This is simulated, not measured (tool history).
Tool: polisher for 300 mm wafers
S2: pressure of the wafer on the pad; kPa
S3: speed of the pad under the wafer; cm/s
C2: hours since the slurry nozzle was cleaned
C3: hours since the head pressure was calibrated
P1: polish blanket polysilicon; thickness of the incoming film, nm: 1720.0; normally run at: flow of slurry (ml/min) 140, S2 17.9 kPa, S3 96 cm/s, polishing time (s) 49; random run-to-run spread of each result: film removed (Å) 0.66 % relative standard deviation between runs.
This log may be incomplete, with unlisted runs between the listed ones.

{"run": 1, "hour": 3.2, "flow of slurry (ml/min)": 140, "S2": 17.9, "S3": 96, "polishing time (s)": 49, "wafers polished on this pad": 230, "C2": 221.8, "C3": 965.6, "film removed (Å)": 4392.6}
{"run": 2, "hour": 7.9, "flow of slurry (ml/min)": 140, "S2": 17.9, "S3": 150, "polishing time (s)": 49, "wafers polished on this pad": 285, "C2": 226.5, "C3": 970.3, "film removed (Å)": 6781.5}
{"run": 3, "hour": 11.9, "flow of slurry (ml/min)": 140, "S2": 25.5, "S3": 96, "polishing time (s)": 49, "wafers polished on this pad": 333, "C2": 230.5, "C3": 974.3, "film removed (Å)": 6168.7}
{"run": 4, "hour": 16.3, "flow of slurry (ml/min)": 140, "S2": 11.0, "S3": 96, "polishing time (s)": 49, "wafers polished on this pad": 385, "C2": 234.9, "C3": 978.7, "film removed (Å)": 2683.0}
{"run": 5, "hour": 21.2, "flow of slurry (ml/min)": 140, "S2": 17.9, "S3": 96, "polishing time (s)": 49, "wafers polished on this pad": 444, "C2": 239.8, "C3": 983.6, "film removed (Å)": 4378.4}
{"run": 6, "hour": 25.8, "flow of slurry (ml/min)": 140, "S2": 17.9, "S3": 96, "polishing time (s)": 49, "wafers polished on this pad": 498, "C2": 244.4, "C3": 988.2, "film removed (Å)": 4326.4}
{"run": 7, "hour": 30.7, "flow of slurry (ml/min)": 140, "S2": 17.9, "S3": 96, "polishing time (s)": 23, "wafers polished on this pad": 557, "C2": 249.3, "C3": 993.1, "film removed (Å)": 2045.6}
{"run": 8, "hour": 33.3, "flow of slurry (ml/min)": 210, "S2": 17.9, "S3": 96, "polishing time (s)": 49, "wafers polished on this pad": 588, "C2": 251.9, "C3": 995.7, "film removed (Å)": 4616.7}
{"run": 9, "hour": 35.9, "flow of slurry (ml/min)": 140, "S2": 17.9, "S3": 96, "polishing time (s)": 49, "wafers polished on this pad": 619, "C2": 254.5, "C3": 998.3, "film removed (Å)": 4310.7}
{"hour": 38.5, "done": "slurry nozzle cleaned"}
{"run": 10, "hour": 39.4, "flow of slurry (ml/min)": 140, "S2": 17.9, "S3": 96, "polishing time (s)": 49, "wafers polished on this pad": 660, "C2": 0.9, "C3": 1001.8, "film removed (Å)": 4299.8}
{"run": 11, "hour": 44.0, "flow of slurry (ml/min)": 140, "S2": 17.9, "S3": 50, "polishing time (s)": 49, "wafers polished on this pad": 715, "C2": 5.5, "C3": 1006.4, "film removed (Å)": 2262.3}
{"run": 12, "hour": 46.2, "flow of slurry (ml/min)": 140, "S2": 17.9, "S3": 96, "polishing time (s)": 49, "wafers polished on this pad": 741, "C2": 7.7, "C3": 1008.6, "film removed (Å)": 4343.1}
{"run": 13, "hour": 50.6, "flow of slurry (ml/min)": 85, "S2": 17.9, "S3": 96, "polishing time (s)": 49, "wafers polished on this pad": 793, "C2": 12.1, "C3": 1013.0, "film removed (Å)": 3833.2}
{"run": 14, "hour": 54.8, "flow of slurry (ml/min)": 140, "S2": 17.9, "S3": 96, "polishing time (s)": 76, "wafers polished on this pad": 843, "C2": 16.3, "C3": 1017.2, "film removed (Å)": 6762.1}
{"run": 15, "hour": 57.9, "flow of slurry (ml/min)": 210, "S2": 26.2, "S3": 96, "polishing time (s)": 49, "wafers polished on this pad": 880, "C2": 19.4, "C3": 1020.3, "film removed (Å)": 6798.3}
{"run": 16, "hour": 61.5, "flow of slurry (ml/min)": 140, "S2": 17.9, "S3": 96, "polishing time (s)": 49, "wafers polished on this pad": 923, "C2": 23.0, "C3": 1023.9, "film removed (Å)": 4362.3}
{"run": 17, "hour": 64.1, "flow of slurry (ml/min)": 140, "S2": 17.9, "S3": 96, "polishing time (s)": 49, "wafers polished on this pad": 954, "C2": 25.6, "C3": 1026.5, "film removed (Å)": 4338.4}
{"run": 18, "hour": 66.6, "flow of slurry (ml/min)": 140, "S2": 17.9, "S3": 96, "polishing time (s)": 49, "wafers polished on this pad": 984, "C2": 28.1, "C3": 1029.0, "film removed (Å)": 4268.9}
{"run": 19, "hour": 69.8, "flow of slurry (ml/min)": 140, "S2": 17.9, "S3": 96, "polishing time (s)": 49, "wafers polished on this pad": 1022, "C2": 31.3, "C3": 1032.2, "film removed (Å)": 4181.9}
{"run": 20, "hour": 73.1, "flow of slurry (ml/min)": 140, "S2": 17.9, "S3": 96, "polishing time (s)": 49, "wafers polished on this pad": 1061, "C2": 34.6, "C3": 1035.5, "film removed (Å)": 4093.1}
{"run": 21, "hour": 77.7, "flow of slurry (ml/min)": 140, "S2": 17.9, "S3": 96, "polishing time (s)": 49, "wafers polished on this pad": 1116, "C2": 39.2, "C3": 1040.1, "film removed (Å)": 4032.1}
{"run": 22, "hour": 81.7, "flow of slurry (ml/min)": 140, "S2": 17.9, "S3": 96, "polishing time (s)": 49, "wafers polished on this pad": 1164, "C2": 43.2, "C3": 1044.1, "film removed (Å)": 4041.2}
{"hour": 83.8, "done": "head pressure recalibrated"}
{"run": 23, "hour": 84.9, "flow of slurry (ml/min)": 140, "S2": 17.9, "S3": 96, "polishing time (s)": 49, "wafers polished on this pad": 1202, "C2": 46.4, "C3": 1.2, "film removed (Å)": 4043.3}
{"run": 24, "hour": 89.3, "flow of slurry (ml/min)": 140, "S2": 17.9, "S3": 96, "polishing time (s)": 49, "wafers polished on this pad": 1254, "C2": 50.8, "C3": 5.6, "film removed (Å)": 4018.0}
{"run": 25, "hour": 92.4, "flow of slurry (ml/min)": 140, "S2": 17.9, "S3": 96, "polishing time (s)": 49, "wafers polished on this pad": 1291, "C2": 53.9, "C3": 8.7, "film removed (Å)": 4025.5}

What P1 gives has crept away from where it was. These 2 causes fit the log equally well, each at the size given:
A: slurry flow missing at the pad, % = 31.5
B: removal rate lost through wear of the pad, % = 7.94
Creep in the process output first set in at about hour 64.1.
Excluded causes, each with its reason:
head's pressure below its setpoint, %: work on it at hour 83.8, done after the drift set in, did not restore what the process gave before

Which of the check runs below tells the causes apart, meaning the causes would give it clearly different results? Each run uses 2 wafers whose results are averaged, and each result is shown as a question mark.
{"run": "check 1", "hour": 95.5, "flow of slurry (ml/min)": 140, "S2": 17.9, "S3": 140, "polishing time (s)": 49, "film removed (Å)": "?"}
{"run": "check 2", "hour": 95.5, "flow of slurry (ml/min)": 140, "S2": 17.9, "S3": 52, "polishing time (s)": 25, "film removed (Å)": "?"}
{"run": "check 3", "hour": 95.5, "flow of slurry (ml/min)": 140, "S2": 17.9, "S3": 52, "polishing time (s)": 75, "film removed (Å)": "?"}
{"run": "check 4", "hour": 95.5, "flow of slurry (ml/min)": 95, "S2": 17.9, "S3": 96, "polishing time (s)": 49, "film removed (Å)": "?"}

How each check would come out, cause by cause:
check=check_1 result=film_removed_(Å) if_A=5837.6 if_B=5838.3
check=check_2 result=film_removed_(Å) if_A=1106.3 if_B=1106.4
check=check_3 result=film_removed_(Å) if_A=3318.8 if_B=3319.1
check=check_4 result=film_removed_(Å) if_A=3554.7 if_B=3676.1
Minimum pairwise separation of causes per check, each pair taken at its best-separating result: check 1 0.01 %; check 2 0.01 %; check 3 0.01 %; check 4 3.36 %
Check 4 distinguishes between the causes, while the remaining checks would return nearly the same result for all of them.

With check 4 done, the readings were: film removed (Å) 3543.4. Identify which of the listed causes applies.

It was cause A: slurry flow missing at the pad, %.
